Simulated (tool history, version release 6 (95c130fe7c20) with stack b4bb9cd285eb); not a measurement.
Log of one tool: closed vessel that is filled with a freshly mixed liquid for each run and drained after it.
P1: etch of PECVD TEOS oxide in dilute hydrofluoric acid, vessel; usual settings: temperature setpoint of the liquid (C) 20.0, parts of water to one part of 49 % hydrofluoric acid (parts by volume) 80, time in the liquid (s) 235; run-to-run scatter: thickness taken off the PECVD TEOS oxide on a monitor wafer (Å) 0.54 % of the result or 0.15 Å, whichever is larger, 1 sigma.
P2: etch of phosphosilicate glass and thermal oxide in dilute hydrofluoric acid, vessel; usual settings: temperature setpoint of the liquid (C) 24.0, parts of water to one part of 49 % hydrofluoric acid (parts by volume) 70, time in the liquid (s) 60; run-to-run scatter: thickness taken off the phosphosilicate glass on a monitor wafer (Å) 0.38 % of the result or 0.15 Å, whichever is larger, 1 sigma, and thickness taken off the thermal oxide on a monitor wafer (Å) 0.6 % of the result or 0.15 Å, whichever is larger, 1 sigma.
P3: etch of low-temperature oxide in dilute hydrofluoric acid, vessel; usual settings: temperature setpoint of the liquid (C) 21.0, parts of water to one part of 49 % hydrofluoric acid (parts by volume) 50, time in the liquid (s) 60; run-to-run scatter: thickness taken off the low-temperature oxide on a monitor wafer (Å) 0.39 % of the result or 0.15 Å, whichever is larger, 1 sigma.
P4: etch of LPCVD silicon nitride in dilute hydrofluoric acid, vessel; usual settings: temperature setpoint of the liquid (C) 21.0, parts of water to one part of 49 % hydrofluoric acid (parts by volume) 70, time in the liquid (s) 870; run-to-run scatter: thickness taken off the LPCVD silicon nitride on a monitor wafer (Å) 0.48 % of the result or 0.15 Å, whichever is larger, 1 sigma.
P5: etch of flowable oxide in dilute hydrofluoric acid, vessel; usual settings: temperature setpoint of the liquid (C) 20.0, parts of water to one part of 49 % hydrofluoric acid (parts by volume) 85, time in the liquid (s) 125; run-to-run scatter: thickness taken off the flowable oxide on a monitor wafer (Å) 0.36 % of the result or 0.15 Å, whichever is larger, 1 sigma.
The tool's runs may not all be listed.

| run | day | process that ran | temperature setpoint of the liquid (C) | parts of water to one part of 49 % hydrofluoric acid (parts by volume) | time in the liquid (s) | hours since the thermometer was replaced | hours since the hydrofluoric acid flow meter was replaced | thickness taken off the PECVD TEOS oxide on a monitor wafer (Å) | thickness taken off the phosphosilicate glass on a monitor wafer (Å) | thickness taken off the thermal oxide on a monitor wafer (Å) | thickness taken off the LPCVD silicon nitride on a monitor wafer (Å) | thickness taken off the low-temperature oxide on a monitor wafer (Å) | thickness taken off the flowable oxide on a monitor wafer (Å) |
|---|---|---|---|---|---|---|---|---|---|---|---|---|---|
| 1 | 0.138 | P1 | 20.0 | 80 | 235 | 925.4 | 309.3 | 246.220 |  |  |  |  |  |
| 2 | 0.333 | P1 | 17.0 | 80 | 235 | 930.1 | 314.0 | 217.030 |  |  |  |  |  |
| 3 | 0.492 | P1 | 20.0 | 80 | 410 | 933.9 | 317.8 | 432.370 |  |  |  |  |  |
| 4 | 0.629 | P2 | 24.0 | 70 | 30 | 937.2 | 321.1 |  | 489.11 | 20.255 |  |  |  |
| 5 | 0.758 | P4 | 17.0 | 70 | 870 | 940.3 | 324.2 |  |  |  | 34.947 |  |  |
| 6 | 0.908 | P4 | 21.0 | 70 | 870 | 943.9 | 327.8 |  |  |  | 45.682 |  |  |
| 7 | 1.021 | P1 | 26.5 | 80 | 235 | 946.6 | 330.5 | 318.800 |  |  |  |  |  |
| 8 | 1.121 | P4 | 21.0 | 40 | 870 | 949.0 | 332.9 |  |  |  | 79.819 |  |  |
| 9 | 1.238 | P1 | 20.0 | 25 | 235 | 951.8 | 335.7 | 830.940 |  |  |  |  |  |
| 10 | 1.392 | P3 | 21.0 | 50 | 60 | 955.5 | 339.4 |  |  |  |  | 409.32 |  |
| 11 | 1.517 | P2 | 24.0 | 30 | 60 | 958.5 | 342.4 |  | 2390.40 | 99.257 |  |  |  |
| 12 | 1.671 | P3 | 28.5 | 50 | 60 | 962.2 | 346.1 |  |  |  |  | 552.94 |  |
| 13 | 1.862 | P2 | 24.0 | 70 | 60 | 966.8 | 350.7 |  | 973.18 | 39.859 |  |  |  |
| 14 | 2.054 | P1 | 20.0 | 80 | 235 | 971.4 | 355.3 | 245.080 |  |  |  |  |  |
| 15 | 2.262 | P5 | 20.0 | 85 | 125 | 976.4 | 360.3 |  |  |  |  |  | 422.02 |
| 16 | 2.421 | P5 | 20.0 | 85 | 125 | 980.2 | 364.1 |  |  |  |  |  | 423.69 |
| 17 | 2.596 | P3 | 21.0 | 20 | 60 | 984.4 | 368.3 |  |  |  |  | 1059.30 |  |
| 18 | 2.717 | P5 | 20.0 | 85 | 245 | 987.3 | 371.2 |  |  |  |  |  | 829.14 |
| 19 | 2.871 | P5 | 17.0 | 85 | 125 | 991.0 | 374.9 |  |  |  |  |  | 375.79 |
| 20 | 3.067 | P1 | 20.0 | 80 | 40 | 995.7 | 379.6 | 41.648 |  |  |  |  |  |
| 21 | 3.262 | P1 | 20.0 | 80 | 235 | 1000.4 | 384.3 | 243.970 |  |  |  |  |  |
| 22 | 3.388 | P3 | 21.0 | 50 | 95 | 1003.4 | 387.3 |  |  |  |  | 645.68 |  |
| 23 | 3.504 | P3 | 21.0 | 50 | 60 | 1006.2 | 390.1 |  |  |  |  | 409.20 |  |
| 24 | 3.642 | P4 | 21.0 | 70 | 1500 | 1009.5 | 393.4 |  |  |  | 79.265 |  |  |
| 25 | 3.746 | P1 | 20.0 | 80 | 235 | 1012.0 | 395.9 | 247.790 |  |  |  |  |  |
| 26 | 3.867 | P2 | 31.5 | 70 | 60 | 1014.9 | 398.8 |  | 1304.10 | 54.240 |  |  |  |
| 27 | 4.050 | P1 | 17.0 | 80 | 105 | 1019.3 | 403.2 | 96.040 |  |  |  |  |  |
| 28 | 4.204 | P4 | 21.0 | 70 | 870 | 1023.0 | 406.9 |  |  |  | 46.051 |  |  |
| 29 | 4.333 | P1 | 20.0 | 115 | 235 | 1026.1 | 410.0 | 163.020 |  |  |  |  |  |
| 30 | 4.517 | P5 | 20.0 | 50 | 125 | 1030.5 | 414.4 |  |  |  |  |  | 747.78 |
| 31 | 4.629 | P1 | 20.0 | 80 | 235 | 1033.2 | 417.1 | 246.490 |  |  |  |  |  |
| 32 | 4.754 | P1 | 20.0 | 80 | 235 | 1036.2 | 420.1 | 236.100 |  |  |  |  |  |
| 33 | 4.908 | P1 | 20.0 | 80 | 235 | 1039.9 | 423.8 | 232.180 |  |  |  |  |  |
| 34 | 5.079 | P1 | 20.0 | 80 | 235 | 1044.0 | 427.9 | 228.550 |  |  |  |  |  |
| 35 | 5.271 | P1 | 20.0 | 80 | 235 | 1048.6 | 432.5 | 227.850 |  |  |  |  |  |
| 36 | 5.454 | P1 | 20.0 | 80 | 235 | 1053.0 | 436.9 | 225.950 |  |  |  |  |  |
| 37 | 5.592 | P1 | 20.0 | 80 | 235 | 1056.3 | 440.2 | 224.800 |  |  |  |  |  |

What P1 gives has crept away from where it was. These 2 causes fit the log equally well, each at the size given:
A: liquid colder than its thermometer reads (K) = 1.99
B: hydrofluoric acid flow below the setpoint (%) = 7.33
The creep began at about day 4.629.

4 check runs are offered, one wafer each, their results left as question marks. Which one tells the causes apart?
| check 1 | 5.729 | P4 | 21.0 | 70 | 870 |  |  |  |  |  | ? |  |  |
| check 2 | 5.729 | P2 | 24.0 | 70 | 60 |  |  |  | ? | ? |  |  |  |
| check 3 | 5.729 | P5 | 20.0 | 85 | 125 |  |  |  |  |  |  |  | ? |
| check 4 | 5.729 | P3 | 21.0 | 50 | 60 |  |  |  |  |  |  | ? |  |

What each check would give under each cause:
| check | result | if A | if B |
|---|---|---|---|
| check 1 | thickness taken off the LPCVD silicon nitride on a monitor wafer (Å) | 40.145 | 42.741 |
| check 2 | thickness taken off the phosphosilicate glass on a monitor wafer (Å) | 897.27 | 895.51 |
| check 2 | thickness taken off the thermal oxide on a monitor wafer (Å) | 37.013 | 36.940 |
| check 3 | thickness taken off the flowable oxide on a monitor wafer (Å) | 388.89 | 388.71 |
| check 4 | thickness taken off the low-temperature oxide on a monitor wafer (Å) | 375.42 | 376.79 |
How far apart the two closest causes lie, in the result that separates them most: check 1 6.26 %; check 2 0.2 %; check 3 0.05 %; check 4 0.36 %
Check 1 tells the causes apart: in the others they would give nearly the same result.

Then check 1 was run and gave: thickness taken off the LPCVD silicon nitride on a monitor wafer (Å) 42.782. Which cause is it?

It is B: hydrofluoric acid flow below the setpoint (%).

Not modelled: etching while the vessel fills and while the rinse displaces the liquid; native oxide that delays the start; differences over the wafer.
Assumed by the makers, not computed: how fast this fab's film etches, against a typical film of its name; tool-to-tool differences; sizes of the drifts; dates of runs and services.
